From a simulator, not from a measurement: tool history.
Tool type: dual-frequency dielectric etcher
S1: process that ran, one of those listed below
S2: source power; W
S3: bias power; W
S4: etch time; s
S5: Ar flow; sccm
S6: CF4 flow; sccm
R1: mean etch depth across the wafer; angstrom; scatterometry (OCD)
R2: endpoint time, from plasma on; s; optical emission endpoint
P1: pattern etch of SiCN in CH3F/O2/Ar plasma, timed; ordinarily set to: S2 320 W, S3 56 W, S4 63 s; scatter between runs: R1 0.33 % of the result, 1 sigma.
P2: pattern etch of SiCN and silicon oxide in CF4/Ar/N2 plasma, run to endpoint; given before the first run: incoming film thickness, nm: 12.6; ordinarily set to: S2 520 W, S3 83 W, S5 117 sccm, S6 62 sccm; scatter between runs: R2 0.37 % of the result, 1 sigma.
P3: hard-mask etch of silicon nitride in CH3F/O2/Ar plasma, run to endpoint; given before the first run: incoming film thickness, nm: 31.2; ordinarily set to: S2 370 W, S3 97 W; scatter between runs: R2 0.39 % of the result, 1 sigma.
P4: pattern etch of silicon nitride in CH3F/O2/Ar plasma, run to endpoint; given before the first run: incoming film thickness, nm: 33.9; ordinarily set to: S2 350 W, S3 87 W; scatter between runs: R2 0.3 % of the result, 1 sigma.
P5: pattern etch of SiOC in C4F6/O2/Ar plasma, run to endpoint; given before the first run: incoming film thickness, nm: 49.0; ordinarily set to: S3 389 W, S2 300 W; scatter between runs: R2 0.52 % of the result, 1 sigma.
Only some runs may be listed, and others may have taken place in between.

run,hour,S1,S2,S3,S4,S5,S6,R1,R2
1,3,P1,320,56,63,,,198.61,
2,5.5,P3,370,97,,,,,42.404
3,8,P2,520,83,,82,62,,12.336
4,12,P5,300,389,,,,,20.687
5,16.8,P1,320,56,44.5,,,140.77,
6,21.6,P3,370,77,,,,,46.279
7,26.6,P5,300,533,,,,,18.325
8,31.9,P1,320,56,63,,,197.52,
9,35.5,P1,320,56,89.5,,,283.5,
10,40.6,P5,300,389,,,,,20.791
11,44.3,P5,430,389,,,,,18.193
12,49.1,P3,300,97,,,,,45.889
13,52.1,P2,720,83,,117,62,,9.7519
14,56.7,P1,200,56,63,,,166.5,
15,59.6,P1,320,56,63,,,198.71,
16,62.3,P4,350,87,,,,,48.661
17,65.3,P4,430,87,,,,,45.105
18,70.5,P1,320,46,84.5,,,249.7,
19,73.2,P1,200,56,80,,,211.39,
20,78.4,P4,350,58,,,,,56.043
21,82.3,P1,450,56,63,,,227.97,
22,85.3,P1,320,56,63,,,198.85,
23,89.5,P2,520,53,,117,62,,15.145
24,93.1,P1,320,37,63,,,174.97,
25,97.2,P1,260,75,63,,,203.39,
26,101.7,P2,520,83,,117,62,,13.054
27,107.2,P2,520,83,,117,62,,13.049
28,111.6,P1,320,56,63,,,199.07,
29,114.4,P3,370,97,,,,,42.219
30,118.8,P4,350,87,,,,,48.576
31,122.5,P2,520,83,,117,38,,13.954
32,125.1,P1,320,76,63,,,222.56,
33,129.3,P1,320,56,63,,,197.81,
34,134,P1,320,56,63,,,196.97,
35,137.5,P1,320,56,63,,,196.84,
36,142.9,P1,320,56,63,,,196.27,
37,148.1,P1,320,56,63,,,195.19,
38,150.6,P1,320,56,63,,,195.72,
# hour 153.5: wet clean of the chamber
39,154,P1,320,56,63,,,195.52,
40,158.1,P1,320,56,63,,,196.74,
41,160.6,P1,320,56,63,,,195.6,
42,165.4,P1,320,56,63,,,196.64,
43,168.5,P1,320,56,63,,,195.48,

What P1 gives has crept off from where it sat before. The 2 causes that follow fit the log equally well, each at the size noted:
A: bias power that arrives under what is set, % = 4.81
B: source power that arrives under what is set, % = 4.28
At approximately hour 129.3, the process output began to creep.
The rest of the possible causes, and what rules out each one:
chamber walls in a state that lowers the etch rate, %: serviced at hour 153.5, after the drift had started, without restoring the earlier output

Each of the check runs listed below is run on 2 wafers and reports their average, with the results left as question marks. Pick the one under which the possible causes would lead to clearly different results.
check 1,171.6,P4,400,60,,,,,?
check 2,171.6,P5,400,505,,,,,?
check 3,171.6,P3,370,83,,,,,?
check 4,171.6,P2,520,69,,117,48,,?

Check results expected under each cause:
check,result,if A,if B
check 1,R2,53.362,53.4
check 2,R2,17.188,17.149
check 3,R2,45.657,45.611
check 4,R2,14.724,15.029
Separation of the two closest causes in each check, using whichever result separates them best: check 1 0.07 %; check 2 0.22 %; check 3 0.1 %; check 4 2.05 %
Check 4 tells the causes apart: in the others they would give nearly the same result.

With check 4 done, the readings were: R2 15.075 s. Identify which of the listed causes applies.

It is B: source power that arrives under what is set, %.
